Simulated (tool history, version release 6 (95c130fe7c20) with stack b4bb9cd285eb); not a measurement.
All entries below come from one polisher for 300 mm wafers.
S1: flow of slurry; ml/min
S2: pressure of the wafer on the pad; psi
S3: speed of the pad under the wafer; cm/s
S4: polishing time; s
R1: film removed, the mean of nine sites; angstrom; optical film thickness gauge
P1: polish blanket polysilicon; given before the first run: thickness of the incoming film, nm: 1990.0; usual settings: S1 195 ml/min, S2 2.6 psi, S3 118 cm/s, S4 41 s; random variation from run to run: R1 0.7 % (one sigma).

run 1 hour=9.9 | S1=195 S2=2.6 S3=118 S4=41 | R1=3536.6
run 2 hour=15.7 | S1=195 S2=2.6 S3=118 S4=41 | R1=3589.0
run 3 hour=23.9 | S1=195 S2=1.2 S3=118 S4=41 | R1=1643.9
run 4 hour=33.5 | S1=115 S2=2.6 S3=118 S4=41 | R1=3258.2
run 5 hour=40.0 | S1=115 S2=2.6 S3=160 S4=41 | R1=4348.1
run 6 hour=47.1 | S1=260 S2=2.6 S3=118 S4=41 | R1=3597.6
run 7 hour=53.3 | S1=290 S2=2.6 S3=66 S4=41 | R1=2079.0
run 8 hour=61.9 | S1=195 S2=4.0 S3=118 S4=41 | R1=5445.2
run 9 hour=70.0 | S1=195 S2=2.6 S3=170 S4=41 | R1=5089.8
run 10 hour=78.9 | S1=195 S2=2.6 S3=66 S4=41 | R1=1971.6
run 11 hour=86.8 | S1=195 S2=2.6 S3=118 S4=64 | R1=5595.3
run 12 hour=95.5 | S1=195 S2=2.6 S3=118 S4=18 | R1=1552.2
run 13 hour=104.4 | S1=195 S2=2.6 S3=118 S4=41 | R1=3541.8
run 14 hour=110.1 | S1=195 S2=2.6 S3=118 S4=41 | R1=3569.5
run 15 hour=118.1 | S1=195 S2=2.6 S3=118 S4=41 | R1=3543.7
run 16 hour=124.0 | S1=195 S2=2.6 S3=118 S4=41 | R1=3490.3
run 17 hour=130.6 | S1=195 S2=2.6 S3=118 S4=41 | R1=3448.9
run 18 hour=137.6 | S1=195 S2=2.6 S3=118 S4=41 | R1=3402.0
run 19 hour=148.1 | S1=195 S2=2.6 S3=118 S4=41 | R1=3335.4
run 20 hour=154.8 | S1=195 S2=2.6 S3=118 S4=41 | R1=3304.2
-- hour=155.1 worn pad replaced by a new one
run 21 hour=164.7 | S1=195 S2=2.6 S3=118 S4=41 | R1=3311.5
run 22 hour=171.7 | S1=195 S2=2.6 S3=118 S4=41 | R1=3288.5
run 23 hour=180.9 | S1=195 S2=2.6 S3=118 S4=41 | R1=3316.2
run 24 hour=185.6 | S1=195 S2=2.6 S3=118 S4=41 | R1=3321.1

Something has made what P1 gives creep away from where it was; the 2 causes below, each at its own stated size, fit the log equally well:
A: slurry flow missing at the pad, % = 35.1
B: head's pressure below its setpoint, % = 6.94
The process output started creeping at around hour 124.0.
The rest of the possible causes, and what rules out each one:
removal rate lost through wear of the pad, %: serviced at hour 155.1, which brought nothing back

Below are 4 check runs, each averaged over 2 wafers, with their results shown as question marks. Which of them would give clearly different results depending on which cause is behind the drift?
run check 1 hour=190.3 | S1=195 S2=3.3 S3=118 S4=24 | R1=?
run check 2 hour=190.3 | S1=195 S2=2.0 S3=118 S4=60 | R1=?
run check 3 hour=190.3 | S1=115 S2=1.9 S3=118 S4=41 | R1=?
run check 4 hour=190.3 | S1=195 S2=2.6 S3=164 S4=49 | R1=?

Check results expected under each cause:
check=check_1 result=R1 if_A=2450.4 if_B=2450.6
check=check_2 result=R1 if_A=3712.8 if_B=3713.0
check=check_3 result=R1 if_A=2104.1 if_B=2198.1
check=check_4 result=R1 if_A=5478.3 if_B=5478.6
Smallest distance between any two causes, each pair judged by its most separating result, in per cent: check 1 0.01 %; check 2 0.01 %; check 3 4.37 %; check 4 0.01 %
Only in check 3 would the causes give clearly different results; in the remaining checks their results would be nearly the same.

After running check 3, the following was obtained: R1 2176.4 angstrom. Which cause does this point to?

The correct cause is B, namely: head's pressure below its setpoint, %.
